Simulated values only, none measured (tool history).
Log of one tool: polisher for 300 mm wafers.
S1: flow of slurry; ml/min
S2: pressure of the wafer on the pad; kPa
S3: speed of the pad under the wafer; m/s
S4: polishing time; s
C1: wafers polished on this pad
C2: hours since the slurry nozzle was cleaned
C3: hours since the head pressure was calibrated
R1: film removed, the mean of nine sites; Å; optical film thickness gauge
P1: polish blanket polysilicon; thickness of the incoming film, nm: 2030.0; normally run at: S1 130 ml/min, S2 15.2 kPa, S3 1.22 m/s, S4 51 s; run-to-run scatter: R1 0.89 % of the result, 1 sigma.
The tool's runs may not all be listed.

run,hour,S1,S2,S3,S4,C1,C2,C3,R1
1,10.4,130,15.2,1.22,51,624,139,312.7,3289.2
2,15.6,130,15.2,1.22,51,700,144.2,317.9,3236.7
3,24.4,130,15.2,1.22,51,828,153,326.7,3221.1
4,29.2,130,15.2,1.22,51,898,157.8,331.5,3302.7
5,35.9,130,15.2,0.74,51,995,164.5,338.2,1976.6
6,40.9,185,15.2,1.22,51,1068,169.5,343.2,3498.1
7,50,130,20.7,0.68,51,1201,178.6,352.3,2469.7
8,55.7,130,15.2,1.22,34,1284,184.3,358,2179.1
9,64.3,130,9,1.22,51,1409,192.9,366.6,1916.7
10,74.3,80,15.2,1.22,51,1555,202.9,376.6,2880
11,83.7,130,22.8,1.22,51,1691,212.3,386,4866.5
12,91.5,130,15.2,1.22,51,1805,220.1,393.8,3251.8
13,98.2,130,15.2,1.22,51,1903,226.8,400.5,3282.2

Run 14 comes next. What will it give?
14,105.2,130,15.2,1.22,71,2005,233.8,407.5,?

{"run 14": {"R1": 4563.2}}

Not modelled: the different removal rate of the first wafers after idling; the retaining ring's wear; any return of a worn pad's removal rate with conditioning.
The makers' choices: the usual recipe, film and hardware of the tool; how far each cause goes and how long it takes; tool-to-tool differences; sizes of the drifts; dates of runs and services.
